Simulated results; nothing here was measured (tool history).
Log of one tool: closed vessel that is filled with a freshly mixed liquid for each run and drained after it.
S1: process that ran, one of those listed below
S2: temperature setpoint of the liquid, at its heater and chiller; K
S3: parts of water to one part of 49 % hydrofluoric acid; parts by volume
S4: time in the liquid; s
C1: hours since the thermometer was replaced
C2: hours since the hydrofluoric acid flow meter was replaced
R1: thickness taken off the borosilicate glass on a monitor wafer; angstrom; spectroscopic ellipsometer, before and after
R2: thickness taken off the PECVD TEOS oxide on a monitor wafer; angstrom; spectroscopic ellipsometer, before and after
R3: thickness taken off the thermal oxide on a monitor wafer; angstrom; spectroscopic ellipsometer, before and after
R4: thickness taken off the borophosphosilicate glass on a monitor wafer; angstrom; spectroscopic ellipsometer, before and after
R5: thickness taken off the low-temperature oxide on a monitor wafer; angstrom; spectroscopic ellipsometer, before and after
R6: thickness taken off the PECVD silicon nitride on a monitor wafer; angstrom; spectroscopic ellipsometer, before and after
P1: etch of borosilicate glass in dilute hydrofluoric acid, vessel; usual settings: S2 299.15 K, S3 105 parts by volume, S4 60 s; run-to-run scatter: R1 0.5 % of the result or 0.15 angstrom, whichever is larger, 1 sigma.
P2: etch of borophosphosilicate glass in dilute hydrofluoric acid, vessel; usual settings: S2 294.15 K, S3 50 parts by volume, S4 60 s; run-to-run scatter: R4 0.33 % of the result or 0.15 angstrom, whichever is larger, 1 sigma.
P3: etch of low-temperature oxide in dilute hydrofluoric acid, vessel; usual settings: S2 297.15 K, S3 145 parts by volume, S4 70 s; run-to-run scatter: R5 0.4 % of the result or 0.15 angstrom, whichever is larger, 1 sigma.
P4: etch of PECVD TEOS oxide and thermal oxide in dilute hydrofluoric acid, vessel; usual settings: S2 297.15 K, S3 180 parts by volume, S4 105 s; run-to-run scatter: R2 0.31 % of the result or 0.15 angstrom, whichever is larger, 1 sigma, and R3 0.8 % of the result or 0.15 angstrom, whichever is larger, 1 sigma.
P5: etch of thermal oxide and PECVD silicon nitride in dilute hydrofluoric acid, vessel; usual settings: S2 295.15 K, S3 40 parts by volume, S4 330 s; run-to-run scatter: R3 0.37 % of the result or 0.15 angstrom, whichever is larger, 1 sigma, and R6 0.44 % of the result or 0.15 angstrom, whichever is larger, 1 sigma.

run 1 hour=10.5 | S1=P1 S2=299.15 S3=105 S4=60 | C1=967.3 C2=408.4 | R1=151.190
run 2 hour=16.7 | S1=P1 S2=299.15 S3=105 S4=60 | C1=973.5 C2=414.6 | R1=151.920
run 3 hour=28.1 | S1=P4 S2=290.15 S3=180 S4=105 | C1=984.9 C2=426.0 | R2=53.646 R3=18.970
run 4 hour=37.9 | S1=P1 S2=306.65 S3=105 S4=30 | C1=994.7 C2=435.8 | R1=99.580
run 5 hour=47.6 | S1=P4 S2=297.15 S3=180 S4=105 | C1=1004.4 C2=445.5 | R2=70.731 R3=25.321
run 6 hour=56.1 | S1=P1 S2=299.15 S3=105 S4=60 | C1=1012.9 C2=454.0 | R1=150.570
run 7 hour=64.3 | S1=P1 S2=299.15 S3=105 S4=60 | C1=1021.1 C2=462.2 | R1=152.610
-- hour=74.8 hydrofluoric acid flow meter replaced
run 8 hour=77.6 | S1=P2 S2=298.65 S3=50 S4=60 | C1=1034.4 C2=2.9 | R4=895.81
run 9 hour=90.2 | S1=P1 S2=299.15 S3=105 S4=115 | C1=1047.0 C2=15.5 | R1=293.700
run 10 hour=103.9 | S1=P1 S2=299.15 S3=60 S4=60 | C1=1060.7 C2=29.2 | R1=280.520
run 11 hour=117.6 | S1=P1 S2=293.15 S3=105 S4=60 | C1=1074.4 C2=42.9 | R1=118.480
run 12 hour=124.4 | S1=P3 S2=297.15 S3=145 S4=130 | C1=1081.2 C2=49.7 | R5=188.640
run 13 hour=137.8 | S1=P4 S2=297.15 S3=180 S4=165 | C1=1094.6 C2=63.1 | R2=111.260 R3=39.640
run 14 hour=151.7 | S1=P3 S2=297.15 S3=210 S4=70 | C1=1108.5 C2=77.0 | R5=65.405
run 15 hour=163.6 | S1=P1 S2=294.65 S3=150 S4=60 | C1=1120.4 C2=88.9 | R1=84.671
run 16 hour=176.4 | S1=P1 S2=299.15 S3=105 S4=60 | C1=1133.2 C2=101.7 | R1=152.270
run 17 hour=182.9 | S1=P3 S2=290.15 S3=145 S4=70 | C1=1139.7 C2=108.2 | R5=76.932
run 18 hour=193.0 | S1=P3 S2=297.15 S3=145 S4=70 | C1=1149.8 C2=118.3 | R5=101.380
run 19 hour=205.2 | S1=P5 S2=302.15 S3=40 S4=330 | C1=1162.0 C2=130.5 | R3=506.070 R6=362.26
run 20 hour=215.8 | S1=P1 S2=299.15 S3=105 S4=60 | C1=1172.6 C2=141.1 | R1=151.630
run 21 hour=228.6 | S1=P2 S2=294.15 S3=50 S4=120 | C1=1185.4 C2=153.9 | R4=1484.50
run 22 hour=237.7 | S1=P1 S2=304.65 S3=105 S4=115 | C1=1194.5 C2=163.0 | R1=354.750
run 23 hour=244.8 | S1=P3 S2=297.15 S3=145 S4=70 | C1=1201.6 C2=170.1 | R5=101.740
run 24 hour=254.6 | S1=P2 S2=294.15 S3=20 S4=60 | C1=1211.4 C2=179.9 | R4=1927.70
run 25 hour=263.4 | S1=P5 S2=295.15 S3=40 S4=580 | C1=1220.2 C2=188.7 | R3=670.140 R6=396.27
run 26 hour=276.3 | S1=P5 S2=295.15 S3=40 S4=330 | C1=1233.1 C2=201.6 | R3=377.530 R6=227.53
run 27 hour=285.2 | S1=P1 S2=305.65 S3=105 S4=60 | C1=1242.0 C2=210.5 | R1=194.980
run 28 hour=296.2 | S1=P5 S2=295.15 S3=75 S4=330 | C1=1253.0 C2=221.5 | R3=193.350 R6=123.73
run 29 hour=305.1 | S1=P4 S2=297.15 S3=65 S4=105 | C1=1261.9 C2=230.4 | R2=222.630 R3=80.529
run 30 hour=316.0 | S1=P1 S2=299.15 S3=170 S4=60 | C1=1272.8 C2=241.3 | R1=85.985
run 31 hour=325.8 | S1=P1 S2=299.15 S3=105 S4=30 | C1=1282.6 C2=251.1 | R1=75.938
run 32 hour=335.6 | S1=P2 S2=294.15 S3=50 S4=60 | C1=1292.4 C2=260.9 | R4=744.31
run 33 hour=342.7 | S1=P1 S2=299.15 S3=105 S4=60 | C1=1299.5 C2=268.0 | R1=151.360
run 34 hour=353.9 | S1=P1 S2=299.15 S3=105 S4=60 | C1=1310.7 C2=279.2 | R1=156.390
run 35 hour=360.0 | S1=P1 S2=299.15 S3=105 S4=60 | C1=1316.8 C2=285.3 | R1=158.030
run 36 hour=370.5 | S1=P1 S2=299.15 S3=105 S4=60 | C1=1327.3 C2=295.8 | R1=159.200
run 37 hour=383.9 | S1=P1 S2=299.15 S3=105 S4=60 | C1=1340.7 C2=309.2 | R1=160.010
run 38 hour=392.3 | S1=P1 S2=299.15 S3=105 S4=60 | C1=1349.1 C2=317.6 | R1=159.940
run 39 hour=404.3 | S1=P1 S2=299.15 S3=105 S4=60 | C1=1361.1 C2=329.6 | R1=160.640

What P1 gives has crept away from where it was. These 2 causes fit the log equally well, each at the size given:
A: liquid hotter than its thermometer reads (K) = 1.48
B: hydrofluoric acid flow above the setpoint (%) = 5.14
The creep began at about hour 342.7.

4 check runs are offered, one wafer each, their results left as question marks. Which one tells the causes apart?
run check 1 hour=416.3 | S1=P5 S2=295.15 S3=40 S4=515 | R3=? R6=?
run check 2 hour=416.3 | S1=P3 S2=290.15 S3=145 S4=120 | R5=?
run check 3 hour=416.3 | S1=P2 S2=297.65 S3=50 S4=115 | R4=?
run check 4 hour=416.3 | S1=P4 S2=290.15 S3=180 S4=165 | R2=? R3=?

What each check would give under each cause:
check=check_1 result=R3 if_A=630.230 if_B=624.420
check=check_1 result=R6 if_A=392.38 if_B=372.34
check=check_2 result=R5 if_A=140.500 if_B=140.030
check=check_3 result=R4 if_A=1750.00 if_B=1737.80
check=check_4 result=R2 if_A=89.658 if_B=89.585
check=check_4 result=R3 if_A=32.023 if_B=31.997
How far apart the two closest causes lie, in the result that separates them most: check 1 5.24 %; check 2 0.33 %; check 3 0.7 %; check 4 0.08 %
Check 1 tells the causes apart: in the others they would give nearly the same result.

Check 1 was then run and gave: R3 634.170 angstrom; R6 392.84 angstrom. Which cause is it?

It is A: liquid hotter than its thermometer reads (K).
